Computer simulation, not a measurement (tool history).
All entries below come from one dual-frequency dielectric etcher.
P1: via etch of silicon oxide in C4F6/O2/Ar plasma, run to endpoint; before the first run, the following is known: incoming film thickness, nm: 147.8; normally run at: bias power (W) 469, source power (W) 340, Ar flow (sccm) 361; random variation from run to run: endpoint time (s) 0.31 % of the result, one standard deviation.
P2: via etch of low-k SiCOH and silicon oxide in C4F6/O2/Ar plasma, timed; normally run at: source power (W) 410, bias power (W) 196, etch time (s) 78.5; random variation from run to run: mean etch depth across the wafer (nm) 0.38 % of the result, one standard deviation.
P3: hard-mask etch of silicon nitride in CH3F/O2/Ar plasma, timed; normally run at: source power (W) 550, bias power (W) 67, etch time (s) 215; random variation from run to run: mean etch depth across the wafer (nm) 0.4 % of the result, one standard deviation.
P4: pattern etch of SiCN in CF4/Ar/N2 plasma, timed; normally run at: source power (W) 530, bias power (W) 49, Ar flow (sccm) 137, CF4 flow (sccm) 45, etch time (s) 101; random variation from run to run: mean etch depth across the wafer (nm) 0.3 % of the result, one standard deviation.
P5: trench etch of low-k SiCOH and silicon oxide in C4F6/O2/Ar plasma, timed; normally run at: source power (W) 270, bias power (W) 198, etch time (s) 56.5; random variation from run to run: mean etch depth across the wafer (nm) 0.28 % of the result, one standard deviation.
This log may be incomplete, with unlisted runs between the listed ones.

run   hour  process that ran  bias power (W)  source power (W)  Ar flow (sccm)  CF4 flow (sccm)  etch time (s)  endpoint time (s)  mean etch depth across the wafer (nm)
  1    3.9                P1             469               340             361                                             36.035
  2    8.6                P4              36               530             137               45            101                                                    67.567
  3   12.5                P1             469               460             361                                             31.996
  4   16.9                P1             613               340             361                                             32.603
  5   21.4                P1             469               340             476                                             36.959
  6   27.8                P3              67               550                                             215                                                    164.48
  7     33                P1             469               220             361                                             42.096
  8   36.2                P1             469               340             361                                             35.834
      41.4  -- source power generator calibrated
  9   42.1                P4              49               370             137               45            101                                                    55.158
 10   45.4                P5             198               350                                            56.5                                                    180.03
 11   49.4                P2             149               410                                            78.5                                                    202.71
      53.1  -- wet clean of the chamber
 12   53.4                P5             279               270                                            56.5                                                    182.94
 13   56.6                P1             359               340             361                                             39.844
 14   59.8                P2             196               410                                            78.5                                                    221.23
 15   66.2                P3              67               550                                           282.5                                                    214.15
 16   69.6                P2             196               410                                              46                                                    129.12
 17     75                P1             469               340             239                                             34.425
 18   81.2                P4              49               530             137               45            101                                                    75.336
      83.9  -- Ar flow controller replaced
 19   87.3                P3              67               330                                             215                                                    135.05
 20   93.7                P1             469               340             361                                             35.955
 21   98.8                P1             627               400             361                                             30.371
 22  102.3                P4              49               530             137               63            101                                                     80.88
 23    107                P5             198               270                                            56.5                                                    162.92
 24  113.7                P1             469               340             361                                             35.832
 25  120.1                P1             469               280             244                                             37.056
 26    125                P3              53               550                                             215                                                    152.76
 27  131.1                P4              49               530             137               45          131.5                                                    98.502
 28  134.2                P4              49               530             180               45            101                                                    71.502
 29  137.9                P4              49               530             137               45            101                                                    75.693
 30  144.2                P1             605               340             270                                             31.538
 31  150.3                P2             196               320                                            78.5                                                    200.19
 32    156                P5             198               270                                            56.5                                                    163.12
 33  160.1                P5             198               270                                              31                                                    89.653
 34  163.7                P1             469               340             361                                              35.84
 35  167.9                P1             469               340             361                                             36.005
 36    172                P1             469               340             361                                             35.557

Forecast run 37:
 37  175.1                P1             469               340             361                                                  ?

{"run 37": {"endpoint time (s)": 35.538}}
